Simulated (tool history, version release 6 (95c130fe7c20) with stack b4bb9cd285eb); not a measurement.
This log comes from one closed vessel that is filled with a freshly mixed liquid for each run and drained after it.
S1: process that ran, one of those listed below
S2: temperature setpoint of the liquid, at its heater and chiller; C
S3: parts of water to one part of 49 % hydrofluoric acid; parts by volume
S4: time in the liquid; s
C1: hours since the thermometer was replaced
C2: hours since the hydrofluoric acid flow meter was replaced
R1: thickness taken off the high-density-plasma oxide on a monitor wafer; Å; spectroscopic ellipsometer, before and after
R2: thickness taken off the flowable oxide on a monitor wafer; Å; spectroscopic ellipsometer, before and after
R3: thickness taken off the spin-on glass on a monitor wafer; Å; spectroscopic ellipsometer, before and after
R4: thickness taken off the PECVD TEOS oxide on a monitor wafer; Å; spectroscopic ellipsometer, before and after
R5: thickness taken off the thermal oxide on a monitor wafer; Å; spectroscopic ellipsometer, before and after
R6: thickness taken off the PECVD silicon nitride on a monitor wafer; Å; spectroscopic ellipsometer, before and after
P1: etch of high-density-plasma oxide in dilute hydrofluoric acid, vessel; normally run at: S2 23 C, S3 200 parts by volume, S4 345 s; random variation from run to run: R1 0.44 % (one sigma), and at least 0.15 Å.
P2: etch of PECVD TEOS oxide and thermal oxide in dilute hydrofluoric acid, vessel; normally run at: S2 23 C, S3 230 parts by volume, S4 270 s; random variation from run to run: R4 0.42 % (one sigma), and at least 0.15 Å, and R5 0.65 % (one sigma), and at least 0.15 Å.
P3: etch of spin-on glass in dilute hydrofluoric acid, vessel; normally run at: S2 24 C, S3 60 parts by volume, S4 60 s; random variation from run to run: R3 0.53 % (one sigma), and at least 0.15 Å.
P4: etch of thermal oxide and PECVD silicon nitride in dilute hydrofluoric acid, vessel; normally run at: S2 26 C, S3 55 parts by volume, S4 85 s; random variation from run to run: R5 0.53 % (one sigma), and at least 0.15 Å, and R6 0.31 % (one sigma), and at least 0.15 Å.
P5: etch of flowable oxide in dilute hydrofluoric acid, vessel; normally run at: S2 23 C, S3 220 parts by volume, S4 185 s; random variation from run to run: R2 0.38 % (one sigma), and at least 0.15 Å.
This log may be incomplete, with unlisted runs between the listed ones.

| run | day | S1 | S2 | S3 | S4 | C1 | C2 | R1 | R2 | R3 | R4 | R5 | R6 |
|---|---|---|---|---|---|---|---|---|---|---|---|---|---|
| 1 | 0.258 | P1 | 23 | 200 | 345 | 474.4 | 135.4 | 172.64 |  |  |  |  |  |
| 2 | 0.738 | P1 | 23 | 200 | 40 | 485.9 | 146.9 | 19.673 |  |  |  |  |  |
| 3 | 1.004 | P5 | 23 | 220 | 185 | 492.3 | 153.3 |  | 246.51 |  |  |  |  |
| 4 | 1.35 | P3 | 24 | 60 | 60 | 500.6 | 161.6 |  |  | 427.51 |  |  |  |
| 5 | 1.825 | P3 | 24 | 60 | 60 | 512 | 173 |  |  | 427.91 |  |  |  |
| 6 | 2.067 | P1 | 23 | 200 | 545 | 517.8 | 178.8 | 271.63 |  |  |  |  |  |
| 7 | 2.396 | P1 | 23 | 200 | 345 | 525.7 | 186.7 | 172.61 |  |  |  |  |  |
| 8 | 2.9 | P1 | 18.5 | 200 | 345 | 537.8 | 198.8 | 144.6 |  |  |  |  |  |
| 9 | 3.229 | P1 | 23 | 200 | 345 | 545.7 | 206.7 | 171.39 |  |  |  |  |  |
| 10 | 3.667 | P1 | 23 | 40 | 345 | 556.2 | 217.2 | 1033.2 |  |  |  |  |  |
|  | 3.875 | thermometer replaced |
| 11 | 4.079 | P5 | 27 | 220 | 185 | 5 | 227.1 |  | 283.55 |  |  |  |  |
| 12 | 4.346 | P5 | 23 | 80 | 185 | 11.4 | 233.5 |  | 791.8 |  |  |  |  |
| 13 | 4.604 | P3 | 24 | 85 | 60 | 17.6 | 239.7 |  |  | 290.92 |  |  |  |
| 14 | 4.896 | P2 | 23 | 230 | 65 | 24.6 | 246.7 |  |  |  | 20.695 | 10.646 |  |
| 15 | 5.383 | P5 | 23 | 220 | 80 | 36.3 | 258.4 |  | 106.98 |  |  |  |  |
| 16 | 5.692 | P2 | 23 | 120 | 270 | 43.7 | 265.8 |  |  |  | 180.72 | 96.576 |  |
| 17 | 5.983 | P4 | 26 | 85 | 85 | 50.7 | 272.8 |  |  |  |  | 53.603 | 44.281 |
| 18 | 6.217 | P2 | 17 | 230 | 270 | 56.3 | 278.4 |  |  |  | 66.834 | 36.162 |  |
| 19 | 6.7 | P1 | 23 | 200 | 345 | 67.9 | 290 | 171.93 |  |  |  |  |  |
| 20 | 7.175 | P4 | 26 | 55 | 30 | 79.3 | 301.4 |  |  |  |  | 30.936 | 24.124 |
| 21 | 7.592 | P2 | 23 | 230 | 270 | 89.3 | 311.4 |  |  |  | 84.077 | 44.394 |  |
| 22 | 7.929 | P3 | 17 | 60 | 60 | 97.4 | 319.5 |  |  | 319.48 |  |  |  |
| 23 | 8.154 | P4 | 21 | 55 | 85 | 102.8 | 324.9 |  |  |  |  | 70.546 | 48.789 |
| 24 | 8.592 | P1 | 23 | 285 | 345 | 113.3 | 335.4 | 111.27 |  |  |  |  |  |
| 25 | 8.817 | P1 | 17.5 | 120 | 345 | 118.7 | 340.8 | 249.61 |  |  |  |  |  |
| 26 | 9.279 | P1 | 31 | 200 | 345 | 129.8 | 351.9 | 228.61 |  |  |  |  |  |
| 27 | 9.688 | P3 | 24 | 60 | 110 | 139.6 | 361.7 |  |  | 783.49 |  |  |  |
| 28 | 10.1 | P1 | 27 | 130 | 345 | 149.5 | 371.6 | 333.05 |  |  |  |  |  |
| 29 | 10.508 | P4 | 26 | 55 | 85 | 159.3 | 381.4 |  |  |  |  | 87.224 | 68.062 |
| 30 | 11.004 | P4 | 26 | 55 | 85 | 171.2 | 393.3 |  |  |  |  | 87.155 | 68.247 |
| 31 | 11.375 | P1 | 23 | 200 | 345 | 180.1 | 402.2 | 170.75 |  |  |  |  |  |
| 32 | 11.617 | P1 | 23 | 200 | 345 | 185.9 | 408 | 171.03 |  |  |  |  |  |
| 33 | 11.854 | P1 | 23 | 200 | 345 | 191.6 | 413.7 | 172.71 |  |  |  |  |  |
| 34 | 12.292 | P1 | 23 | 200 | 345 | 202.1 | 424.2 | 167.52 |  |  |  |  |  |
| 35 | 12.692 | P1 | 23 | 200 | 345 | 211.7 | 433.8 | 164.22 |  |  |  |  |  |
| 36 | 12.933 | P1 | 23 | 200 | 345 | 217.5 | 439.6 | 164.81 |  |  |  |  |  |
| 37 | 13.3 | P1 | 23 | 200 | 345 | 226.3 | 448.4 | 163 |  |  |  |  |  |
| 38 | 13.571 | P1 | 23 | 200 | 345 | 232.8 | 454.9 | 163.96 |  |  |  |  |  |
| 39 | 13.862 | P1 | 23 | 200 | 345 | 239.8 | 461.9 | 163.46 |  |  |  |  |  |
| 40 | 14.321 | P1 | 23 | 200 | 345 | 250.8 | 472.9 | 162.76 |  |  |  |  |  |

The log shows P1 creeping away from where it was. Any of the 2 causes listed here, at the size stated for it, fits the log just as well as the others:
A: liquid colder than its thermometer reads (K) = 1.52
B: hydrofluoric acid flow below the setpoint (%) = 4.59
The drift started at roughly day 11.854.

The check runs listed below each take one wafer, and their results are still question marks. Under which run would the listed causes lead to clearly different results?
| check 1 | 14.779 | P5 | 23 | 220 | 185 |  |  |  | ? |  |  |  |  |
| check 2 | 14.779 | P2 | 23 | 230 | 270 |  |  |  |  |  | ? | ? |  |
| check 3 | 14.779 | P4 | 26 | 55 | 85 |  |  |  |  |  |  | ? | ? |
| check 4 | 14.779 | P3 | 24 | 60 | 60 |  |  |  |  | ? |  |  |  |

How each check would come out, cause by cause:
| check | result | if A | if B |
|---|---|---|---|
| check 1 | R2 | 233.27 | 232.98 |
| check 2 | R4 | 79.243 | 79.09 |
| check 2 | R5 | 42.409 | 42.327 |
| check 3 | R5 | 81.573 | 82.473 |
| check 3 | R6 | 61.582 | 65.063 |
| check 4 | R3 | 401.67 | 406.37 |
Distance between the nearest two causes, measured in the result of the check that separates them most: check 1 0.12 %; check 2 0.19 %; check 3 5.5 %; check 4 1.16 %
Of the check runs offered, only check 3 discriminates between the causes; the rest would read about the same regardless of which cause applies.

With check 3 done, the readings were: R5 81.359 Å; R6 61.71 Å. Identify which of the listed causes applies.

It was cause A: liquid colder than its thermometer reads (K).
